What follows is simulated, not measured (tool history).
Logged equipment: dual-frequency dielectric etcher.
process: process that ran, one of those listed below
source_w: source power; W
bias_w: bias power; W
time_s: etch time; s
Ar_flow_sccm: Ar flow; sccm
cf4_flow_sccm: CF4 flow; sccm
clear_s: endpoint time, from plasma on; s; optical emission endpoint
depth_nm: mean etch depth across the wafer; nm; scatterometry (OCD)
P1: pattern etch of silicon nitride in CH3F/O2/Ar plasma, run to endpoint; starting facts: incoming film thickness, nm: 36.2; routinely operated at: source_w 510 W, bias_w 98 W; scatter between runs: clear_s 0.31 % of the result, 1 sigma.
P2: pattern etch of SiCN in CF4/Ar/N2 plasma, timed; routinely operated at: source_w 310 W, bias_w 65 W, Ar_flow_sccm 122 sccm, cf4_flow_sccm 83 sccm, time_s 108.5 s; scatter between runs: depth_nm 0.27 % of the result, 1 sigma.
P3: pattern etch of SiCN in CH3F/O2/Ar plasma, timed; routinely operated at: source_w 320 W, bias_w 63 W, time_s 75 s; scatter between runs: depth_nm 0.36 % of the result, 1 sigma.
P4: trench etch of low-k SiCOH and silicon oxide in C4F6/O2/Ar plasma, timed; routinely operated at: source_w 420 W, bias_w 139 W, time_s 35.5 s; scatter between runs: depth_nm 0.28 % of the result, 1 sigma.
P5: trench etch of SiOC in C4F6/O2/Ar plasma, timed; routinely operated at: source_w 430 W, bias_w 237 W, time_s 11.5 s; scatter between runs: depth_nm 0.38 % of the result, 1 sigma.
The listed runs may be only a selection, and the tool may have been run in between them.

run,hour,process,source_w,bias_w,time_s,Ar_flow_sccm,cf4_flow_sccm,hours since the last wet clean,hours since the last source power generator calibration,hours since the last bias power generator calibration,clear_s,depth_nm
1,7.5,P1,510,98,,,,353,1370.1,401.5,44.038,
2,14.8,P4,420,139,50,,,360.3,1377.4,408.8,,150.37
3,23.7,P2,310,65,108.5,122,48,369.2,1386.3,417.7,,60.851
4,28.7,P1,690,98,,,,374.2,1391.3,422.7,39.192,
5,34.3,P1,510,98,,,,379.8,1396.9,428.3,44.187,
6,40,P4,420,170,35.5,,,385.5,1402.6,434,,113.35
7,45.7,P5,430,293,11.5,,,391.2,1408.3,439.7,,28.639
8,53.8,P3,410,63,75,,,399.3,1416.4,447.8,,27.573
9,62.4,P1,330,98,,,,407.9,1425,456.4,51.474,
10,71.3,P2,250,65,108.5,122,83,416.8,1433.9,465.3,,55.137
11,79.6,P3,320,63,75,,,425.1,1442.2,473.6,,25.157
12,86.6,P1,510,74,,,,432.1,1449.2,480.6,48.578,
13,94.5,P4,510,139,35.5,,,440,1457.1,488.5,,114.81
14,101.6,P1,510,127,,,,447.1,1464.2,495.6,40.037,
15,108.2,P1,680,127,,,,453.7,1470.8,502.2,35.961,
16,114.3,P2,310,90,108.5,122,83,459.8,1476.9,508.3,,74.574
17,121,P1,510,98,,,,466.5,1483.6,515,43.835,
18,129.2,P1,510,98,,,,474.7,1491.8,523.2,43.992,
19,138.5,P1,700,120,,,,484,1501.1,532.5,36.319,
20,144.5,P3,320,44,75,,,490,1507.1,538.5,,22.306
21,152.9,P5,310,237,11.5,,,498.4,1515.5,546.9,,23.473
22,160,P4,420,139,35.5,,,505.5,1522.6,554,,106.12
23,168.9,P2,310,65,144,122,83,514.4,1531.5,562.9,,88.137
24,178.5,P3,320,63,50,,,524,1541.1,572.5,,16.605
25,187.3,P5,430,237,6.5,,,532.8,1549.9,581.3,,15.175
26,196.1,P1,510,98,,,,541.6,1558.7,590.1,44.027,
27,202.7,P1,640,136,,,,548.2,1565.3,596.7,35.81,
28,211.9,P1,510,98,,,,557.4,1574.5,605.9,44.233,
29,218.2,P5,430,237,11.5,,,563.7,1580.8,612.2,,26.695
30,225.5,P2,310,65,108.5,171,83,571,1588.1,619.5,,63.219
31,233.3,P1,510,98,,,,578.8,1595.9,627.3,44.016,
32,237.7,P2,310,65,108.5,122,83,583.2,1600.3,631.7,,66.606
33,247,P1,510,98,,,,592.5,1609.6,641,44.099,
34,254.7,P1,510,98,,,,600.2,1617.3,648.7,44.01,
35,263.5,P1,510,98,,,,609,1626.1,657.5,43.413,
36,271.7,P1,510,98,,,,617.2,1634.3,665.7,43.54,
# hour 275.5: wet clean of the chamber
37,280.6,P1,510,98,,,,5.2,1643.2,674.6,43.515,
38,288.9,P1,510,98,,,,13.5,1651.5,682.9,43.364,
39,293.9,P1,510,98,,,,18.5,1656.5,687.9,43.451,
40,300.3,P1,510,98,,,,24.9,1662.9,694.3,43.551,
41,309.1,P1,510,98,,,,33.7,1671.7,703.1,43.068,

Compared with where it was, what P1 gives has crept away. Each cause listed below fits the log as well as the rest, at the size given for it:
A: source power that arrives over what is set, % = 4.33
B: bias power that arrives over what is set, % = 4.5
At approximately hour 247, the process output began to creep.
All other causes, with the reason each is excluded:
chamber walls in a state that raises the etch rate, %: was serviced at hour 275.5, once the creep was under way, yet the earlier output never came back

Which of the 4 check runs listed below separates the causes, so that each cause would produce a clearly different result? Each run uses one wafer, and its results are marked with question marks.
check 1,317.9,P3,320,63,75,,,,,,,?
check 2,317.9,P2,310,65,108.5,122,83,,,,,?
check 3,317.9,P5,430,237,11.5,,,,,,,?
check 4,317.9,P4,420,139,35.5,,,,,,,?

How each check would come out, cause by cause:
check,result,if A,if B
check 1,depth_nm,25.47,25.455
check 2,depth_nm,69.095,67.611
check 3,depth_nm,27.109,27.067
check 4,depth_nm,108.42,108.02
Per check, the gap between the least separated pair of causes, taken in the result that splits them most: check 1 0.06 %; check 2 2.17 %; check 3 0.15 %; check 4 0.37 %
The causes can be told apart only by check 2. The other checks would give nearly the same results under each of them.

After running check 2, the following was obtained: depth_nm 69.202 nm. Which cause does this point to?

It was cause A: source power that arrives over what is set, %.
